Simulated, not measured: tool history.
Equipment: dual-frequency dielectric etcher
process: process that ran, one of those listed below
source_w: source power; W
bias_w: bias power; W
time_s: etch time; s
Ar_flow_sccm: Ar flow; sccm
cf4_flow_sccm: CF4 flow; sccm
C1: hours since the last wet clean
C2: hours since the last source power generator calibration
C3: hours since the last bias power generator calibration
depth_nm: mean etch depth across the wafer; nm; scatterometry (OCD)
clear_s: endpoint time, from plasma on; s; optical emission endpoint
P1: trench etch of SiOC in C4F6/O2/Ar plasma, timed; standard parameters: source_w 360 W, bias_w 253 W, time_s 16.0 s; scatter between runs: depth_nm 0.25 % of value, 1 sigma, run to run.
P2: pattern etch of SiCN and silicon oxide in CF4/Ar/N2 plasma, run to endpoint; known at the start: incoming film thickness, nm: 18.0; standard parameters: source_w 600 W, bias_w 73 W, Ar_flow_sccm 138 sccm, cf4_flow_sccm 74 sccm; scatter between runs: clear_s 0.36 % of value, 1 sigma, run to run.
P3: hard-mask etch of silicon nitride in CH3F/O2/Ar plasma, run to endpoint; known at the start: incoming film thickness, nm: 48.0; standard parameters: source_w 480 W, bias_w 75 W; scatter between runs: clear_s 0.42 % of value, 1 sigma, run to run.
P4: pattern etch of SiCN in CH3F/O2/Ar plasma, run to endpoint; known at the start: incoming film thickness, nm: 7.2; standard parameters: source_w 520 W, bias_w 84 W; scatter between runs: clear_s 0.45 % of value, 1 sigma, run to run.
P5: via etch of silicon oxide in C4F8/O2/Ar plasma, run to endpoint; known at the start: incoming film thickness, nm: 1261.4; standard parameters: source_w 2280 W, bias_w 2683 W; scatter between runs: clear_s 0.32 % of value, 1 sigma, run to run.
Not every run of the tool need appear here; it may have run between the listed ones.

run 1 hour=12.5 | process=P1 source_w=360 bias_w=253 time_s=16.0 | C1=97.0 C2=2114.9 C3=3157.9 | depth_nm=35.418
run 2 hour=24.9 | process=P1 source_w=360 bias_w=199 time_s=9.0 | C1=109.4 C2=2127.3 C3=3170.3 | depth_nm=18.287
run 3 hour=37.3 | process=P4 source_w=520 bias_w=66 | C1=121.8 C2=2139.7 C3=3182.7 | clear_s=18.251
run 4 hour=48.0 | process=P5 source_w=1580 bias_w=2683 | C1=132.5 C2=2150.4 C3=3193.4 | clear_s=238.310
run 5 hour=57.2 | process=P2 source_w=600 bias_w=73 Ar_flow_sccm=138 cf4_flow_sccm=49 | C1=141.7 C2=2159.6 C3=3202.6 | clear_s=17.989
run 6 hour=64.6 | process=P1 source_w=360 bias_w=253 time_s=16.0 | C1=149.1 C2=2167.0 C3=3210.0 | depth_nm=35.322
run 7 hour=72.2 | process=P2 source_w=600 bias_w=96 Ar_flow_sccm=138 cf4_flow_sccm=74 | C1=156.7 C2=2174.6 C3=3217.6 | clear_s=15.325
run 8 hour=82.5 | process=P4 source_w=350 bias_w=84 | C1=167.0 C2=2184.9 C3=3227.9 | clear_s=19.454
run 9 hour=89.5 | process=P1 source_w=480 bias_w=193 time_s=16.0 | C1=174.0 C2=2191.9 C3=3234.9 | depth_nm=36.068
run 10 hour=96.7 | process=P1 source_w=360 bias_w=153 time_s=16.0 | C1=181.2 C2=2199.1 C3=3242.1 | depth_nm=30.024
run 11 hour=106.9 | process=P2 source_w=600 bias_w=73 Ar_flow_sccm=138 cf4_flow_sccm=74 | C1=191.4 C2=2209.3 C3=3252.3 | clear_s=16.880
run 12 hour=117.2 | process=P3 source_w=480 bias_w=107 | C1=201.7 C2=2219.6 C3=3262.6 | clear_s=57.120
-- hour=117.8 source power generator calibrated
run 13 hour=125.4 | process=P1 source_w=360 bias_w=253 time_s=11.0 | C1=209.9 C2=7.6 C3=3270.8 | depth_nm=24.202
run 14 hour=133.2 | process=P2 source_w=600 bias_w=73 Ar_flow_sccm=95 cf4_flow_sccm=74 | C1=217.7 C2=15.4 C3=3278.6 | clear_s=15.895
run 15 hour=139.8 | process=P1 source_w=240 bias_w=253 time_s=16.0 | C1=224.3 C2=22.0 C3=3285.2 | depth_nm=30.214
run 16 hour=152.7 | process=P1 source_w=360 bias_w=253 time_s=23.5 | C1=237.2 C2=34.9 C3=3298.1 | depth_nm=52.076
run 17 hour=158.5 | process=P1 source_w=490 bias_w=253 time_s=16.0 | C1=243.0 C2=40.7 C3=3303.9 | depth_nm=39.792
run 18 hour=166.2 | process=P1 source_w=360 bias_w=253 time_s=16.0 | C1=250.7 C2=48.4 C3=3311.6 | depth_nm=35.294
run 19 hour=174.0 | process=P2 source_w=830 bias_w=73 Ar_flow_sccm=138 cf4_flow_sccm=74 | C1=258.5 C2=56.2 C3=3319.4 | clear_s=12.629
run 20 hour=181.8 | process=P4 source_w=520 bias_w=84 | C1=266.3 C2=64.0 C3=3327.2 | clear_s=16.846
run 21 hour=189.4 | process=P3 source_w=480 bias_w=75 | C1=273.9 C2=71.6 C3=3334.8 | clear_s=64.258
run 22 hour=199.2 | process=P4 source_w=520 bias_w=84 | C1=283.7 C2=81.4 C3=3344.6 | clear_s=16.787
run 23 hour=211.2 | process=P3 source_w=480 bias_w=75 | C1=295.7 C2=93.4 C3=3356.6 | clear_s=64.428
run 24 hour=222.2 | process=P3 source_w=290 bias_w=75 | C1=306.7 C2=104.4 C3=3367.6 | clear_s=77.608
run 25 hour=235.3 | process=P1 source_w=490 bias_w=253 time_s=9.5 | C1=319.8 C2=117.5 C3=3380.7 | depth_nm=23.635
run 26 hour=246.3 | process=P5 source_w=2280 bias_w=2683 | C1=330.8 C2=128.5 C3=3391.7 | clear_s=206.590
run 27 hour=257.9 | process=P5 source_w=2280 bias_w=2075 | C1=342.4 C2=140.1 C3=3403.3 | clear_s=223.600
run 28 hour=266.5 | process=P1 source_w=360 bias_w=253 time_s=16.0 | C1=351.0 C2=148.7 C3=3411.9 | depth_nm=35.234
run 29 hour=277.3 | process=P2 source_w=600 bias_w=73 Ar_flow_sccm=138 cf4_flow_sccm=74 | C1=361.8 C2=159.5 C3=3422.7 | clear_s=16.885
run 30 hour=289.5 | process=P1 source_w=360 bias_w=349 time_s=16.0 | C1=374.0 C2=171.7 C3=3434.9 | depth_nm=39.472
run 31 hour=296.3 | process=P1 source_w=360 bias_w=253 time_s=16.0 | C1=380.8 C2=178.5 C3=3441.7 | depth_nm=35.280
run 32 hour=303.6 | process=P1 source_w=360 bias_w=253 time_s=16.0 | C1=388.1 C2=185.8 C3=3449.0 | depth_nm=35.279
run 33 hour=312.4 | process=P1 source_w=360 bias_w=253 time_s=16.0 | C1=396.9 C2=194.6 C3=3457.8 | depth_nm=35.463
run 34 hour=323.7 | process=P1 source_w=360 bias_w=253 time_s=16.0 | C1=408.2 C2=205.9 C3=3469.1 | depth_nm=35.638
run 35 hour=333.6 | process=P1 source_w=360 bias_w=253 time_s=16.0 | C1=418.1 C2=215.8 C3=3479.0 | depth_nm=35.725
run 36 hour=340.4 | process=P1 source_w=360 bias_w=253 time_s=16.0 | C1=424.9 C2=222.6 C3=3485.8 | depth_nm=35.631
run 37 hour=346.2 | process=P1 source_w=360 bias_w=253 time_s=16.0 | C1=430.7 C2=228.4 C3=3491.6 | depth_nm=35.658
run 38 hour=359.2 | process=P1 source_w=360 bias_w=253 time_s=16.0 | C1=443.7 C2=241.4 C3=3504.6 | depth_nm=35.848
-- hour=362.4 wet clean of the chamber
run 39 hour=371.4 | process=P1 source_w=360 bias_w=253 time_s=16.0 | C1=9.0 C2=253.6 C3=3516.8 | depth_nm=35.707
run 40 hour=383.7 | process=P1 source_w=360 bias_w=253 time_s=16.0 | C1=21.3 C2=265.9 C3=3529.1 | depth_nm=35.891

The log shows P1 creeping away from where it was. Any of the 2 causes listed here, at the size stated for it, fits the log just as well as the others:
A: bias power that arrives over what is set, % = 4.53
B: source power that arrives over what is set, % = 4.06
The creep began at about hour 303.6.
Other possible causes, and why each is ruled out:
chamber walls in a state that raises the etch rate, %: maintenance at hour 362.4, after the shift began, did not return the process to its former output

Below are 4 check runs, each averaged over 2 wafers, with their results shown as question marks. Which of them would give clearly different results depending on which cause is behind the drift?
run check 1 hour=396.0 | process=P2 source_w=830 bias_w=73 Ar_flow_sccm=138 cf4_flow_sccm=74 | clear_s=?
run check 2 hour=396.0 | process=P5 source_w=1720 bias_w=2683 | clear_s=?
run check 3 hour=396.0 | process=P3 source_w=330 bias_w=100 | clear_s=?
run check 4 hour=396.0 | process=P4 source_w=410 bias_w=66 | clear_s=?

Outcome of each check run for each possible cause:
check=check_1 result=clear_s if_A=12.435 if_B=12.188
check=check_2 result=clear_s if_A=227.660 if_B=227.220
check=check_3 result=clear_s if_A=65.856 if_B=65.972
check=check_4 result=clear_s if_A=19.730 if_B=19.737
Per check, the gap between the least separated pair of causes, taken in the result that splits them most: check 1 2.01 %; check 2 0.19 %; check 3 0.18 %; check 4 0.03 %
The other checks would show nearly matching results whichever cause is true, so check 1 is the only one that separates the causes.

After running check 1, the following was obtained: clear_s 12.434 s. Which cause does this point to?

The cause is A: bias power that arrives over what is set, %.
